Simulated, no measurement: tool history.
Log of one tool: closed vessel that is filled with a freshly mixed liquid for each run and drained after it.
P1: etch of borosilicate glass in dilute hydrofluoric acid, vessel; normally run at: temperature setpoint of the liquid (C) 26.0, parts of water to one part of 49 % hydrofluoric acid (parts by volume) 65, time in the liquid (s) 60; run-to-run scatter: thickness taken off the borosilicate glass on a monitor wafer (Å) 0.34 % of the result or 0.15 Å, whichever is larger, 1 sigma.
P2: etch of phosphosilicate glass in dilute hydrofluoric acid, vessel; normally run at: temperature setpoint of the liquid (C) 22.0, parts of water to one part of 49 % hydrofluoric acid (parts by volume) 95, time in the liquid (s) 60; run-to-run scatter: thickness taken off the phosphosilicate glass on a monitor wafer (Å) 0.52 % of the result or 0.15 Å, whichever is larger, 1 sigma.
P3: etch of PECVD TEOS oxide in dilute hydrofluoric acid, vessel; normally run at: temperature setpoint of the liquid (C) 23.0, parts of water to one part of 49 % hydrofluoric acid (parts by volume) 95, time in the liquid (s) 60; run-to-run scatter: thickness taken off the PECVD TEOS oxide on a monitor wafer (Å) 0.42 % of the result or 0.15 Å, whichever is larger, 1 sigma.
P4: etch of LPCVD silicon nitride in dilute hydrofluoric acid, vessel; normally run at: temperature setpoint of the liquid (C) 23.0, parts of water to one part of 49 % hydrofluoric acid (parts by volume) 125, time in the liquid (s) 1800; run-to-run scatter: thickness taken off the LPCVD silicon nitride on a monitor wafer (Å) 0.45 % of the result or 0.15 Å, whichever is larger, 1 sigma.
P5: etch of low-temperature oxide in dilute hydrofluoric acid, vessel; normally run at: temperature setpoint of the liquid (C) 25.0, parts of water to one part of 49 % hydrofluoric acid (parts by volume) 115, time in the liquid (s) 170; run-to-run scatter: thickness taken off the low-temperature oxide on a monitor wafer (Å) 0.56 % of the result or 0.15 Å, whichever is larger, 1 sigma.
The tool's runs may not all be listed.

| run | day | process that ran | temperature setpoint of the liquid (C) | parts of water to one part of 49 % hydrofluoric acid (parts by volume) | time in the liquid (s) | thickness taken off the borosilicate glass on a monitor wafer (Å) | thickness taken off the phosphosilicate glass on a monitor wafer (Å) | thickness taken off the PECVD TEOS oxide on a monitor wafer (Å) | thickness taken off the low-temperature oxide on a monitor wafer (Å) | thickness taken off the LPCVD silicon nitride on a monitor wafer (Å) |
|---|---|---|---|---|---|---|---|---|---|---|
| 1 | 0.333 | P1 | 26.0 | 65 | 60 | 353.47 |  |  |  |  |
| 2 | 0.642 | P2 | 22.0 | 95 | 110 |  | 1217.40 |  |  |  |
| 3 | 0.867 | P3 | 23.0 | 155 | 60 |  |  | 101.720 |  |  |
| 4 | 1.192 | P2 | 22.0 | 95 | 60 |  | 666.81 |  |  |  |
| 5 | 1.362 | P1 | 26.0 | 65 | 30 | 177.14 |  |  |  |  |
| 6 | 1.696 | P5 | 25.0 | 115 | 95 |  |  |  | 227.00 |  |
| 7 | 1.946 | P1 | 26.0 | 65 | 60 | 353.07 |  |  |  |  |
| 8 | 2.167 | P5 | 33.0 | 115 | 170 |  |  |  | 553.80 |  |
| 9 | 2.312 | P3 | 23.0 | 95 | 60 |  |  | 176.100 |  |  |
| 10 | 2.592 | P1 | 26.0 | 30 | 60 | 803.51 |  |  |  |  |
| 11 | 2.900 | P1 | 26.0 | 65 | 60 | 351.11 |  |  |  |  |
| 12 | 3.196 | P2 | 28.5 | 95 | 60 |  | 857.57 |  |  |  |
| 13 | 3.354 | P1 | 21.0 | 65 | 60 | 288.47 |  |  |  |  |
| 14 | 3.621 | P1 | 26.0 | 100 | 60 | 217.95 |  |  |  |  |
| 15 | 3.867 | P5 | 25.0 | 115 | 170 |  |  |  | 411.99 |  |
| 16 | 4.046 | P4 | 27.0 | 125 | 1800 |  |  |  |  | 79.045 |
| 17 | 4.279 | P4 | 23.0 | 125 | 1800 |  |  |  |  | 61.018 |
| 18 | 4.550 | P1 | 26.0 | 110 | 30 | 98.01 |  |  |  |  |
| 19 | 4.829 | P2 | 22.0 | 145 | 60 |  | 412.16 |  |  |  |
| 20 | 5.104 | P4 | 23.0 | 55 | 1800 |  |  |  |  | 136.600 |
|  | 5.192 | hydrofluoric acid flow meter replaced |
| 21 | 5.400 | P3 | 23.0 | 95 | 30 |  |  | 89.534 |  |  |
| 22 | 5.662 | P4 | 23.0 | 125 | 3210 |  |  |  |  | 109.460 |
| 23 | 5.850 | P3 | 23.0 | 95 | 60 |  |  | 177.430 |  |  |
| 24 | 6.075 | P1 | 26.0 | 65 | 85 | 499.77 |  |  |  |  |
| 25 | 6.354 | P3 | 18.5 | 95 | 60 |  |  | 147.800 |  |  |
| 26 | 6.588 | P1 | 29.5 | 65 | 60 | 403.65 |  |  |  |  |
| 27 | 6.883 | P5 | 25.0 | 50 | 170 |  |  |  | 1027.60 |  |
| 28 | 7.050 | P1 | 26.0 | 65 | 60 | 352.80 |  |  |  |  |
| 29 | 7.383 | P1 | 26.0 | 65 | 60 | 351.25 |  |  |  |  |
| 30 | 7.642 | P1 | 26.0 | 65 | 60 | 363.44 |  |  |  |  |
| 31 | 7.958 | P1 | 26.0 | 65 | 60 | 373.58 |  |  |  |  |
| 32 | 8.275 | P1 | 26.0 | 65 | 60 | 378.89 |  |  |  |  |
| 33 | 8.542 | P1 | 26.0 | 65 | 60 | 381.30 |  |  |  |  |
| 34 | 8.754 | P1 | 26.0 | 65 | 60 | 379.89 |  |  |  |  |
| 35 | 8.946 | P1 | 26.0 | 65 | 60 | 379.91 |  |  |  |  |
| 36 | 9.196 | P1 | 26.0 | 65 | 60 | 384.37 |  |  |  |  |

What P1 gives has crept away from where it was. These 2 causes fit the log equally well, each at the size given:
A: liquid hotter than its thermometer reads (K) = 2.07
B: hydrofluoric acid flow above the setpoint (%) = 7.82
The creep began at about day 7.383.

4 check runs are offered, one wafer each, their results left as question marks. Which one tells the causes apart?
| check 1 | 9.446 | P3 | 23.0 | 95 | 60 |  |  | ? |  |  |
| check 2 | 9.446 | P5 | 25.0 | 115 | 170 |  |  |  | ? |  |
| check 3 | 9.446 | P4 | 23.0 | 125 | 1800 |  |  |  |  | ? |
| check 4 | 9.446 | P2 | 22.0 | 95 | 60 |  | ? |  |  |  |

What each check would give under each cause:
| check | result | if A | if B |
|---|---|---|---|
| check 1 | thickness taken off the PECVD TEOS oxide on a monitor wafer (Å) | 193.110 | 193.380 |
| check 2 | thickness taken off the low-temperature oxide on a monitor wafer (Å) | 443.19 | 445.87 |
| check 3 | thickness taken off the LPCVD silicon nitride on a monitor wafer (Å) | 69.610 | 65.510 |
| check 4 | thickness taken off the phosphosilicate glass on a monitor wafer (Å) | 722.09 | 722.41 |
How far apart the two closest causes lie, in the result that separates them most: check 1 0.14 %; check 2 0.6 %; check 3 6.07 %; check 4 0.04 %
Check 3 tells the causes apart: in the others they would give nearly the same result.

Then check 3 was run and gave: thickness taken off the LPCVD silicon nitride on a monitor wafer (Å) 69.579. Which cause is it?

It is A: liquid hotter than its thermometer reads (K).
